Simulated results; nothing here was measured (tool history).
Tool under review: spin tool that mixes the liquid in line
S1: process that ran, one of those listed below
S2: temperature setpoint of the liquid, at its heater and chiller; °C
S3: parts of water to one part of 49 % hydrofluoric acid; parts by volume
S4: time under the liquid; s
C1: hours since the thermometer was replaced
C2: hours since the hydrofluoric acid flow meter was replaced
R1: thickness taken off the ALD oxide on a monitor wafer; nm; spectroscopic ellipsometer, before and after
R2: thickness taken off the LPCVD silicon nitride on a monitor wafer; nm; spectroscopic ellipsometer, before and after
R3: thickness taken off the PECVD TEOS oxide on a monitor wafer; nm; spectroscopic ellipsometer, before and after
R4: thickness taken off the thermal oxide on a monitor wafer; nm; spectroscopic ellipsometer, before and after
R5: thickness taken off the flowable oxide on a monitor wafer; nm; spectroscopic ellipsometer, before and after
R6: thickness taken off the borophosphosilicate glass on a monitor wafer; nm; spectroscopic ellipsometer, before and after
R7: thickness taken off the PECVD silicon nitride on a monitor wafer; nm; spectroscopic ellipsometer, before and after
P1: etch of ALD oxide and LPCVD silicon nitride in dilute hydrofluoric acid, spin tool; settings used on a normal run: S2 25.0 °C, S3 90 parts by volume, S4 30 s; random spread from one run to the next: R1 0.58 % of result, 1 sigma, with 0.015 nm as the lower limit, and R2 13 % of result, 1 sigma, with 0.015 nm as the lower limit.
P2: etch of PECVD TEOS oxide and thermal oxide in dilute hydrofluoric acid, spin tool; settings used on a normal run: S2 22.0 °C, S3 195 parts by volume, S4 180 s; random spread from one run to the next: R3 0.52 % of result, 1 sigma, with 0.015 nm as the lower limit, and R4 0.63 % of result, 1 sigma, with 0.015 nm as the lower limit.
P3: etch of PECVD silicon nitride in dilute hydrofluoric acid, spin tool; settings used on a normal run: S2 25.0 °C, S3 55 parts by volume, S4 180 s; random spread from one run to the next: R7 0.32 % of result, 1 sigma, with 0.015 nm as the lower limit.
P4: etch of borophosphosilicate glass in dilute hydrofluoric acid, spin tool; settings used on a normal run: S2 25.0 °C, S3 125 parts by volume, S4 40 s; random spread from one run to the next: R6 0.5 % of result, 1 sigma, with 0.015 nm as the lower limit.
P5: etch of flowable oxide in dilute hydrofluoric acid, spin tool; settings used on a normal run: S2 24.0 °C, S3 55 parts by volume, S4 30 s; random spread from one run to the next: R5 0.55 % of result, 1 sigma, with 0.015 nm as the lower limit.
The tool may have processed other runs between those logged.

Run 1, hour 8.2: S1 P1, S2 25.0 °C, S3 90 parts by volume, S4 30 s; C1 441.2; C2 567.4. Result: R1 4.8030 nm, R2 0.195770 nm.
Run 2, hour 15.8: S1 P2, S2 17.5 °C, S3 195 parts by volume, S4 180 s; C1 448.8; C2 575.0. Result: R3 5.7287 nm, R4 3.1802 nm.
Run 3, hour 22.1: S1 P1, S2 25.0 °C, S3 135 parts by volume, S4 15 s; C1 455.1; C2 581.3. Result: R1 1.5269 nm, R2 0.067969 nm.
Run 4, hour 30.1: S1 P5, S2 18.0 °C, S3 55 parts by volume, S4 30 s; C1 463.1; C2 589.3. Result: R5 30.962 nm.
Run 5, hour 38.1: S1 P4, S2 30.5 °C, S3 125 parts by volume, S4 40 s; C1 471.1; C2 597.3. Result: R6 21.2540 nm.
Run 6, hour 47.7: S1 P4, S2 25.0 °C, S3 50 parts by volume, S4 40 s; C1 480.7; C2 606.9. Result: R6 47.4370 nm.
Run 7, hour 52.9: S1 P1, S2 25.0 °C, S3 160 parts by volume, S4 30 s; C1 485.9; C2 612.1. Result: R1 2.5223 nm, R2 0.069117 nm.
Run 8, hour 62.7: S1 P3, S2 25.0 °C, S3 55 parts by volume, S4 360 s; C1 495.7; C2 621.9. Result: R7 29.543 nm.
Run 9, hour 67.2: S1 P1, S2 25.0 °C, S3 90 parts by volume, S4 30 s; C1 500.2; C2 626.4. Result: R1 4.8004 nm, R2 0.178650 nm.
Run 10, hour 72.4: S1 P2, S2 22.0 °C, S3 105 parts by volume, S4 180 s; C1 505.4; C2 631.6. Result: R3 13.9370 nm, R4 7.5578 nm.
Run 11, hour 80.4: S1 P3, S2 25.0 °C, S3 55 parts by volume, S4 180 s; C1 513.4; C2 639.6. Result: R7 14.810 nm.
Run 12, hour 88.9: S1 P1, S2 25.0 °C, S3 90 parts by volume, S4 30 s; C1 521.9; C2 648.1. Result: R1 4.8811 nm, R2 0.137330 nm.
Run 13, hour 94.8: S1 P2, S2 22.0 °C, S3 195 parts by volume, S4 180 s; C1 527.8; C2 654.0. Result: R3 6.7819 nm, R4 3.7290 nm.
Run 14, hour 101.4: S1 P3, S2 18.0 °C, S3 55 parts by volume, S4 180 s; C1 534.4; C2 660.6. Result: R7 9.158 nm.
Run 15, hour 109.8: S1 P2, S2 22.0 °C, S3 195 parts by volume, S4 305 s; C1 542.8; C2 669.0. Result: R3 11.5500 nm, R4 6.3674 nm.
Run 16, hour 117.0: S1 P2, S2 22.0 °C, S3 195 parts by volume, S4 180 s; C1 550.0; C2 676.2. Result: R3 6.7718 nm, R4 3.7157 nm.
At hour 123.8: hydrofluoric acid flow meter replaced.
Run 17, hour 125.4: S1 P5, S2 24.0 °C, S3 55 parts by volume, S4 30 s; C1 558.4; C2 1.6. Result: R5 40.482 nm.
Run 18, hour 133.2: S1 P1, S2 32.0 °C, S3 60 parts by volume, S4 30 s; C1 566.2; C2 9.4. Result: R1 9.9238 nm, R2 0.390700 nm.
Run 19, hour 138.6: S1 P4, S2 25.0 °C, S3 125 parts by volume, S4 40 s; C1 571.6; C2 14.8. Result: R6 17.3190 nm.
Run 20, hour 144.9: S1 P1, S2 25.0 °C, S3 90 parts by volume, S4 30 s; C1 577.9; C2 21.1. Result: R1 4.7731 nm, R2 0.210360 nm.
Run 21, hour 153.6: S1 P1, S2 25.0 °C, S3 45 parts by volume, S4 30 s; C1 586.6; C2 29.8. Result: R1 10.1710 nm, R2 0.278150 nm.
Run 22, hour 163.5: S1 P4, S2 25.0 °C, S3 125 parts by volume, S4 15 s; C1 596.5; C2 39.7. Result: R6 6.5441 nm.
Run 23, hour 170.0: S1 P5, S2 24.0 °C, S3 20 parts by volume, S4 30 s; C1 603.0; C2 46.2. Result: R5 115.170 nm.
Run 24, hour 179.9: S1 P1, S2 25.0 °C, S3 90 parts by volume, S4 30 s; C1 612.9; C2 56.1. Result: R1 4.8599 nm, R2 0.138470 nm.
Run 25, hour 185.4: S1 P1, S2 20.5 °C, S3 90 parts by volume, S4 30 s; C1 618.4; C2 61.6. Result: R1 4.0831 nm, R2 0.109110 nm.
Run 26, hour 191.4: S1 P5, S2 24.0 °C, S3 55 parts by volume, S4 55 s; C1 624.4; C2 67.6. Result: R5 73.460 nm.
Run 27, hour 199.5: S1 P1, S2 30.5 °C, S3 90 parts by volume, S4 30 s; C1 632.5; C2 75.7. Result: R1 6.0024 nm, R2 0.338450 nm.
Run 28, hour 204.5: S1 P1, S2 25.0 °C, S3 90 parts by volume, S4 30 s; C1 637.5; C2 80.7. Result: R1 4.8470 nm, R2 0.158400 nm.
Run 29, hour 210.6: S1 P3, S2 25.0 °C, S3 20 parts by volume, S4 180 s; C1 643.6; C2 86.8. Result: R7 39.661 nm.
Run 30, hour 215.0: S1 P1, S2 25.0 °C, S3 90 parts by volume, S4 15 s; C1 648.0; C2 91.2. Result: R1 2.4232 nm, R2 0.089403 nm.
Run 31, hour 224.4: S1 P4, S2 25.0 °C, S3 125 parts by volume, S4 40 s; C1 657.4; C2 100.6. Result: R6 17.3290 nm.
Run 32, hour 230.5: S1 P1, S2 25.0 °C, S3 90 parts by volume, S4 45 s; C1 663.5; C2 106.7. Result: R1 7.2466 nm, R2 0.261200 nm.
Run 33, hour 234.9: S1 P1, S2 25.0 °C, S3 90 parts by volume, S4 30 s; C1 667.9; C2 111.1. Result: R1 4.8503 nm, R2 0.197790 nm.
Run 34, hour 240.7: S1 P1, S2 25.0 °C, S3 90 parts by volume, S4 30 s; C1 673.7; C2 116.9. Result: R1 4.9556 nm, R2 0.190800 nm.

Estimate the outcome of run 35 from the log above:
Run 35, hour 248.6: S1 P1, S2 25.0 °C, S3 90 parts by volume, S4 30 s; C1 681.6; C2 124.8. Result: R1 ?, R2 ?.

Run 35 measured R1 5.0265 nm, R2 0.153700 nm.
